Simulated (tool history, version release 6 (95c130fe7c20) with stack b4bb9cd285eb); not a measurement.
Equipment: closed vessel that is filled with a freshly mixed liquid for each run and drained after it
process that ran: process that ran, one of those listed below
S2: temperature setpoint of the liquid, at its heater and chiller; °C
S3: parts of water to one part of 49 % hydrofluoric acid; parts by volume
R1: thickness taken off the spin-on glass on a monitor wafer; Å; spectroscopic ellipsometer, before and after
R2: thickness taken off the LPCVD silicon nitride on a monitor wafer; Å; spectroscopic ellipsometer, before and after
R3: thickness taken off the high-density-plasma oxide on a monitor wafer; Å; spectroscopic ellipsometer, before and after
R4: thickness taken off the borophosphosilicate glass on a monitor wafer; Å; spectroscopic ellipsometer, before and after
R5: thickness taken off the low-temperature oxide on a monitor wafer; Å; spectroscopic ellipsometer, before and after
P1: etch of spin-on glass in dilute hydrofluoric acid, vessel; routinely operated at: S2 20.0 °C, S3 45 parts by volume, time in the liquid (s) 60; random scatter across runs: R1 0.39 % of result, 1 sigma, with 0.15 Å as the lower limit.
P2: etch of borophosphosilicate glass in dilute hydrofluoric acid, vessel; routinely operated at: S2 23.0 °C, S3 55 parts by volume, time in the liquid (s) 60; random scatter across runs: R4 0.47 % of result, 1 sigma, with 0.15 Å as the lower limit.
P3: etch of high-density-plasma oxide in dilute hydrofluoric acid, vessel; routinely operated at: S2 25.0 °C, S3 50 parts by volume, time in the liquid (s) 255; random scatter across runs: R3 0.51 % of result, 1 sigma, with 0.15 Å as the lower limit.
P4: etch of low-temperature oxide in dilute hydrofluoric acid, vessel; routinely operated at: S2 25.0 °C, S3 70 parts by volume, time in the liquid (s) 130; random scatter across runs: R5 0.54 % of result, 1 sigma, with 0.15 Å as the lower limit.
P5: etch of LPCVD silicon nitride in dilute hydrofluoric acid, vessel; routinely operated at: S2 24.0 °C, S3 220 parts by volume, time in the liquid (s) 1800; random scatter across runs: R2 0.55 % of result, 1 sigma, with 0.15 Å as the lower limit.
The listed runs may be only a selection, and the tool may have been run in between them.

run 1 hour=7.4 | process_that_ran=P1 S2=20.0 S3=45 time_in_the_liquid_(s)=60 | R1=549.04
run 2 hour=22.7 | process_that_ran=P1 S2=27.5 S3=45 time_in_the_liquid_(s)=60 | R1=748.86
run 3 hour=35.5 | process_that_ran=P1 S2=20.0 S3=45 time_in_the_liquid_(s)=95 | R1=867.98
run 4 hour=51.5 | process_that_ran=P1 S2=20.0 S3=45 time_in_the_liquid_(s)=60 | R1=546.36
run 5 hour=60.1 | process_that_ran=P5 S2=24.0 S3=220 time_in_the_liquid_(s)=1800 | R2=39.098
run 6 hour=69.4 | process_that_ran=P3 S2=25.0 S3=50 time_in_the_liquid_(s)=255 | R3=334.72
run 7 hour=79.6 | process_that_ran=P2 S2=23.0 S3=55 time_in_the_liquid_(s)=60 | R4=492.39
run 8 hour=90.8 | process_that_ran=P1 S2=20.0 S3=45 time_in_the_liquid_(s)=60 | R1=551.87
run 9 hour=106.6 | process_that_ran=P5 S2=24.0 S3=60 time_in_the_liquid_(s)=1800 | R2=143.120
run 10 hour=113.7 | process_that_ran=P2 S2=23.0 S3=55 time_in_the_liquid_(s)=60 | R4=490.37
run 11 hour=127.8 | process_that_ran=P5 S2=24.0 S3=220 time_in_the_liquid_(s)=3215 | R2=69.790
run 12 hour=136.6 | process_that_ran=P3 S2=25.0 S3=50 time_in_the_liquid_(s)=255 | R3=332.95
run 13 hour=146.7 | process_that_ran=P1 S2=20.0 S3=45 time_in_the_liquid_(s)=30 | R1=274.58
run 14 hour=158.1 | process_that_ran=P1 S2=20.0 S3=45 time_in_the_liquid_(s)=60 | R1=549.39
run 15 hour=170.8 | process_that_ran=P5 S2=19.0 S3=220 time_in_the_liquid_(s)=1800 | R2=28.408
run 16 hour=179.4 | process_that_ran=P4 S2=25.0 S3=35 time_in_the_liquid_(s)=130 | R5=685.97
run 17 hour=188.9 | process_that_ran=P2 S2=23.0 S3=90 time_in_the_liquid_(s)=60 | R4=288.40
run 18 hour=201.3 | process_that_ran=P4 S2=19.5 S3=70 time_in_the_liquid_(s)=130 | R5=264.61
run 19 hour=216.4 | process_that_ran=P1 S2=17.0 S3=45 time_in_the_liquid_(s)=60 | R1=480.63
run 20 hour=225.9 | process_that_ran=P1 S2=20.0 S3=25 time_in_the_liquid_(s)=60 | R1=1007.50
run 21 hour=239.5 | process_that_ran=P1 S2=20.0 S3=45 time_in_the_liquid_(s)=60 | R1=547.89
run 22 hour=254.2 | process_that_ran=P3 S2=19.5 S3=50 time_in_the_liquid_(s)=255 | R3=264.53
run 23 hour=269.7 | process_that_ran=P1 S2=17.0 S3=45 time_in_the_liquid_(s)=90 | R1=731.29
run 24 hour=279.9 | process_that_ran=P3 S2=25.0 S3=80 time_in_the_liquid_(s)=255 | R3=200.27
run 25 hour=293.1 | process_that_ran=P1 S2=20.0 S3=70 time_in_the_liquid_(s)=60 | R1=340.43
run 26 hour=309.2 | process_that_ran=P2 S2=17.5 S3=55 time_in_the_liquid_(s)=60 | R4=387.63
run 27 hour=317.1 | process_that_ran=P4 S2=25.0 S3=70 time_in_the_liquid_(s)=190 | R5=480.14
run 28 hour=330.9 | process_that_ran=P4 S2=25.0 S3=70 time_in_the_liquid_(s)=130 | R5=329.41
run 29 hour=340.8 | process_that_ran=P1 S2=24.5 S3=45 time_in_the_liquid_(s)=115 | R1=1275.60
run 30 hour=356.5 | process_that_ran=P2 S2=23.0 S3=55 time_in_the_liquid_(s)=105 | R4=857.47
run 31 hour=366.7 | process_that_ran=P3 S2=25.0 S3=50 time_in_the_liquid_(s)=450 | R3=585.63
run 32 hour=375.8 | process_that_ran=P1 S2=20.0 S3=45 time_in_the_liquid_(s)=60 | R1=552.83
run 33 hour=385.3 | process_that_ran=P1 S2=20.0 S3=45 time_in_the_liquid_(s)=60 | R1=542.67
run 34 hour=394.7 | process_that_ran=P1 S2=20.0 S3=45 time_in_the_liquid_(s)=60 | R1=530.69
run 35 hour=404.5 | process_that_ran=P1 S2=20.0 S3=45 time_in_the_liquid_(s)=60 | R1=525.52
run 36 hour=419.1 | process_that_ran=P1 S2=20.0 S3=45 time_in_the_liquid_(s)=60 | R1=521.18
run 37 hour=431.1 | process_that_ran=P1 S2=20.0 S3=45 time_in_the_liquid_(s)=60 | R1=517.55
run 38 hour=444.8 | process_that_ran=P1 S2=20.0 S3=45 time_in_the_liquid_(s)=60 | R1=514.25
run 39 hour=459.6 | process_that_ran=P1 S2=20.0 S3=45 time_in_the_liquid_(s)=60 | R1=514.73
run 40 hour=469.6 | process_that_ran=P1 S2=20.0 S3=45 time_in_the_liquid_(s)=60 | R1=512.13
run 41 hour=481.8 | process_that_ran=P1 S2=20.0 S3=45 time_in_the_liquid_(s)=60 | R1=511.01
run 42 hour=489.4 | process_that_ran=P1 S2=20.0 S3=45 time_in_the_liquid_(s)=60 | R1=514.71

Something has made what P1 gives creep away from where it was; the 2 causes below, each at its own stated size, fit the log equally well:
A: hydrofluoric acid flow below the setpoint (%) = 6.44
B: liquid colder than its thermometer reads (K) = 1.64
The drift started at roughly hour 375.8.

Consider the 4 check runs below, whose results appear as question marks and each of which averages 2 wafers. Which one distinguishes the causes, in that each cause would give it a clearly different result?
run check 1 hour=497.0 | process_that_ran=P4 S2=25.0 S3=70 time_in_the_liquid_(s)=130 | R5=?
run check 2 hour=497.0 | process_that_ran=P5 S2=24.0 S3=220 time_in_the_liquid_(s)=1800 | R2=?
run check 3 hour=497.0 | process_that_ran=P3 S2=25.0 S3=50 time_in_the_liquid_(s)=255 | R3=?
run check 4 hour=497.0 | process_that_ran=P2 S2=23.0 S3=55 time_in_the_liquid_(s)=60 | R4=?

How each check would come out, cause by cause:
check=check_1 result=R5 if_A=307.96 if_B=309.99
check=check_2 result=R2 if_A=36.899 if_B=35.529
check=check_3 result=R3 if_A=310.84 if_B=312.02
check=check_4 result=R4 if_A=457.95 if_B=459.46
Smallest distance between any two causes, each pair judged by its most separating result, in per cent: check 1 0.66 %; check 2 3.78 %; check 3 0.38 %; check 4 0.33 %
Of the check runs offered, only check 2 discriminates between the causes; the rest would read about the same regardless of which cause applies.

Check 2 was carried out, with these results: R2 37.078 Å. Which of the listed causes is responsible?

It is A: hydrofluoric acid flow below the setpoint (%).

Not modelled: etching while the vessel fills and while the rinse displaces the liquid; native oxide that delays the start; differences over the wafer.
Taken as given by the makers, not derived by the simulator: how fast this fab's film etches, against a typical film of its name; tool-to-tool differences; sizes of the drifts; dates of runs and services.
